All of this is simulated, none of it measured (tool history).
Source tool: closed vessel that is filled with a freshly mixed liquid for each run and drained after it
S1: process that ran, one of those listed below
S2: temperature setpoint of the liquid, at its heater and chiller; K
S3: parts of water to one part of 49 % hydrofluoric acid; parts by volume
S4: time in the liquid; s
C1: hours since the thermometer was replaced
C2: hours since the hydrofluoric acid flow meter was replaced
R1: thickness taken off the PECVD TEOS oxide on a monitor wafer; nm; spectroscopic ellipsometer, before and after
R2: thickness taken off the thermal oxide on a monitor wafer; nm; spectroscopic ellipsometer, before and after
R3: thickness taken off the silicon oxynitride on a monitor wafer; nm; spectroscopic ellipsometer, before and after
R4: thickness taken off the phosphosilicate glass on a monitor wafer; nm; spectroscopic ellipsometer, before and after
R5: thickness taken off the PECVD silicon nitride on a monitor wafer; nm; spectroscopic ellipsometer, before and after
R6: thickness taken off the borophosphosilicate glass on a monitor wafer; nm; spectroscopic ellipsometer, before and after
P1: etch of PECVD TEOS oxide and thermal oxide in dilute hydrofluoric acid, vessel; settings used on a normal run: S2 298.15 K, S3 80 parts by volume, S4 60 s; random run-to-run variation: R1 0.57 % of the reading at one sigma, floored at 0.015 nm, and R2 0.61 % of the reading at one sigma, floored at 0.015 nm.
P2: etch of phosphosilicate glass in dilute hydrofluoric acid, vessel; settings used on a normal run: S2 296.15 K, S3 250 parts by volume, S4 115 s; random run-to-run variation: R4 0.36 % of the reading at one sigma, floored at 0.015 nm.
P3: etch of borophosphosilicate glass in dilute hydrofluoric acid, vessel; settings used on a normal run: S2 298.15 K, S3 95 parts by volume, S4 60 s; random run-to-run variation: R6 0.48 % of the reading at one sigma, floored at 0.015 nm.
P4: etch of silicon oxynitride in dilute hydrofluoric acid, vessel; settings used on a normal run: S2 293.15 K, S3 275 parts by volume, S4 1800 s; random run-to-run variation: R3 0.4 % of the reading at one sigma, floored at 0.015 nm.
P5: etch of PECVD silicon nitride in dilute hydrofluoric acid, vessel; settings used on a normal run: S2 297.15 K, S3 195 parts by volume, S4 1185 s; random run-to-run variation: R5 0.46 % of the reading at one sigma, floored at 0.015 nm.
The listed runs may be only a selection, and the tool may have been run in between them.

run,hour,S1,S2,S3,S4,C1,C2,R1,R2,R3,R4,R5,R6
1,6,P1,298.15,80,60,285.6,500.6,10.23,3.8191,,,,
2,12.1,P4,293.15,475,1800,291.7,506.7,,,11.561,,,
3,18.4,P1,298.15,50,60,298,513,17.083,6.3524,,,,
4,27.9,P4,290.15,275,1800,307.5,522.5,,,19.587,,,
5,33.8,P1,298.15,80,30,313.4,528.4,5.1369,1.8998,,,,
6,39.8,P2,290.15,250,115,319.4,534.4,,,,39.732,,
7,48.5,P5,297.15,195,1185,328.1,543.1,,,,,24.829,
8,54.4,P3,298.15,45,60,334,549,,,,,,63.446
9,64.2,P3,298.15,95,60,343.8,558.8,,,,,,28.462
10,69.9,P1,298.15,80,60,349.5,564.5,10.281,3.7833,,,,
11,76.6,P5,297.15,195,2265,356.2,571.2,,,,,47.158,
12,84.7,P1,298.15,20,30,364.3,579.3,22.152,8.1608,,,,
13,93.6,P1,292.65,125,60,373.2,588.2,4.9438,1.8468,,,,
14,101.2,P5,297.15,195,1185,380.8,595.8,,,,,24.977,
15,106.9,P2,296.15,250,115,386.5,601.5,,,,49.734,,
16,114.2,P3,298.15,95,110,393.8,608.8,,,,,,52.28
17,122.2,P1,298.15,135,60,401.8,616.8,5.7208,2.1279,,,,
18,128.8,P4,293.15,275,2990,408.4,623.4,,,37.48,,,
19,138.6,P4,293.15,275,1800,418.2,633.2,,,22.57,,,
20,146.4,P5,297.15,290,1185,426,641,,,,,16.814,
21,152.6,P1,298.15,80,60,432.2,647.2,10.225,3.7868,,,,
22,162.8,P1,302.15,80,60,442.4,657.4,12.084,4.4724,,,,
23,171.8,P1,291.15,80,60,451.4,666.4,7.6625,2.8344,,,,
24,177.4,P5,304.65,195,1185,457,672,,,,,39.405,
25,182.5,P3,291.65,95,60,462.1,677.1,,,,,,21.549
26,188.9,P1,290.65,80,90,468.5,683.5,11.316,4.1963,,,,
27,196.5,P1,298.15,80,60,476.1,691.1,10.327,3.7492,,,,
28,202.7,P4,293.15,275,1800,482.3,697.3,,,22.52,,,
29,211.4,P2,296.15,100,115,491,706,,,,146.87,,
30,220.3,P2,296.15,250,30,499.9,714.9,,,,13.057,,
31,228.2,P1,298.15,80,60,507.8,722.8,10.272,3.7833,,,,
32,236.6,P1,298.15,80,115,516.2,731.2,19.504,7.234,,,,
33,245.3,P1,298.15,80,60,524.9,739.9,10.28,3.809,,,,
34,253.2,P1,298.15,80,60,532.8,747.8,10.494,3.8616,,,,
35,258.7,P1,298.15,80,60,538.3,753.3,10.719,3.9558,,,,

For run 36, what comes out?
36,265.6,P1,298.15,80,60,545.2,760.2,?,?,,,,

R1: 10.745 nm
R2: 3.9787 nm
